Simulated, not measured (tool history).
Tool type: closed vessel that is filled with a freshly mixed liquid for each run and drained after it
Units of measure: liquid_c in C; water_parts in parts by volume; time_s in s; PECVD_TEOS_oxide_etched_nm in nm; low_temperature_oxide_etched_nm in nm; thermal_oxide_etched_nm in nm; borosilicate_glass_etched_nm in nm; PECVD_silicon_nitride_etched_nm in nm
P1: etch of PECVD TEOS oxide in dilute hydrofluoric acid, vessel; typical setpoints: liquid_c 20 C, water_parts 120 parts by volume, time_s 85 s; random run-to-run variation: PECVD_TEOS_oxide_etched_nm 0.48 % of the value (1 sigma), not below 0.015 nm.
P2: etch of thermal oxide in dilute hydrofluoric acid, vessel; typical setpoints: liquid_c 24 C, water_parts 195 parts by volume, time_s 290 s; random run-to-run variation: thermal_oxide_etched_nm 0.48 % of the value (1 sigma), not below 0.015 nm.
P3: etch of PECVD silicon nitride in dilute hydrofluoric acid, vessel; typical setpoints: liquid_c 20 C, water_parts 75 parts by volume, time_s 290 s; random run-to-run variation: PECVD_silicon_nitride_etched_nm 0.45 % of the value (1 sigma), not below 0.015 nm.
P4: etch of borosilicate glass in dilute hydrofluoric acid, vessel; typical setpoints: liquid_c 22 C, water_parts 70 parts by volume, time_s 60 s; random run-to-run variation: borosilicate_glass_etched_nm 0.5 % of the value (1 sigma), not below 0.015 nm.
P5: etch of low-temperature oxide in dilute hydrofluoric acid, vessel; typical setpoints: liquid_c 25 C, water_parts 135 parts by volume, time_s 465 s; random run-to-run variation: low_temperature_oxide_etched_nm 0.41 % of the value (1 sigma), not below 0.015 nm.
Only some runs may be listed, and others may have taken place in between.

run   hour  process  liquid_c  water_parts  time_s  PECVD_TEOS_oxide_etched_nm  low_temperature_oxide_etched_nm  thermal_oxide_etched_nm  borosilicate_glass_etched_nm  PECVD_silicon_nitride_etched_nm
  1   16.3       P1        20          120      85                      7.6641
  2   28.5       P1        17          120      40                      3.2212
  3   37.2       P5        25          135     125                                                       9.8465
  4     47       P1        17          120      85                      6.9033
  5   60.7       P1        20          120      85                      7.6633
  6   70.4       P2        24          195      75                                                                                1.7383
  7   83.8       P5        25          135     465                                                       36.618
      91.5  -- hydrofluoric acid flow meter replaced
  8   96.7       P1        20          120      85                      7.6808
  9  104.6       P2        24          300     290                                                                                3.9395
 10  115.8       P4        22           70      60                                                                                                              39.193
 11  128.7       P5        25          135     465                                                       36.824
 12    137       P1        27          120      85                      10.149
 13  152.5       P3        20          135     290                                                                                                                                               5.3873
 14  161.1       P3        20           75     290                                                                                                                                               9.5961
 15  177.2       P4        22           70     105                                                                                                              68.114
 16  193.4       P1        20          120      85                      7.7512
 17  205.7       P4        17           70      60                                                                                                              31.527
 18  219.6       P1        20          120     155                      14.043
 19  229.2       P3        20           75     290                                                                                                                                               9.6053
 20  238.7       P1        20          120      85                      7.7108
 21  249.9       P1        20           70      85                      13.919
 22  265.4       P3        20           75     540                                                                                                                                               17.829
 23  282.6       P1        20          175      85                      5.0114
 24  290.7       P1        27          185      85                      6.0242
 25  301.3       P5        17          135     465                                                       26.839
 26  318.8       P3        17           75     290                                                                                                                                               7.7436
 27  330.5       P2        24          195     290                                                                                6.7777
 28  348.5       P2        17          195     290                                                                                5.1932
 29  362.6       P1        25          215      85                      4.7217
 30  372.4       P5        25           40     465                                                       139.55
 31  383.9       P1        20          120      50                      4.5412
 32  396.9       P4        22          120      60                                                                                                              21.395
 33  409.4       P1        20          120      85                      7.7759

What will run 34 give?
 34  420.2       P1        20          120      85                           ?

Run 34 came out at PECVD_TEOS_oxide_etched_nm 7.7415 nm.

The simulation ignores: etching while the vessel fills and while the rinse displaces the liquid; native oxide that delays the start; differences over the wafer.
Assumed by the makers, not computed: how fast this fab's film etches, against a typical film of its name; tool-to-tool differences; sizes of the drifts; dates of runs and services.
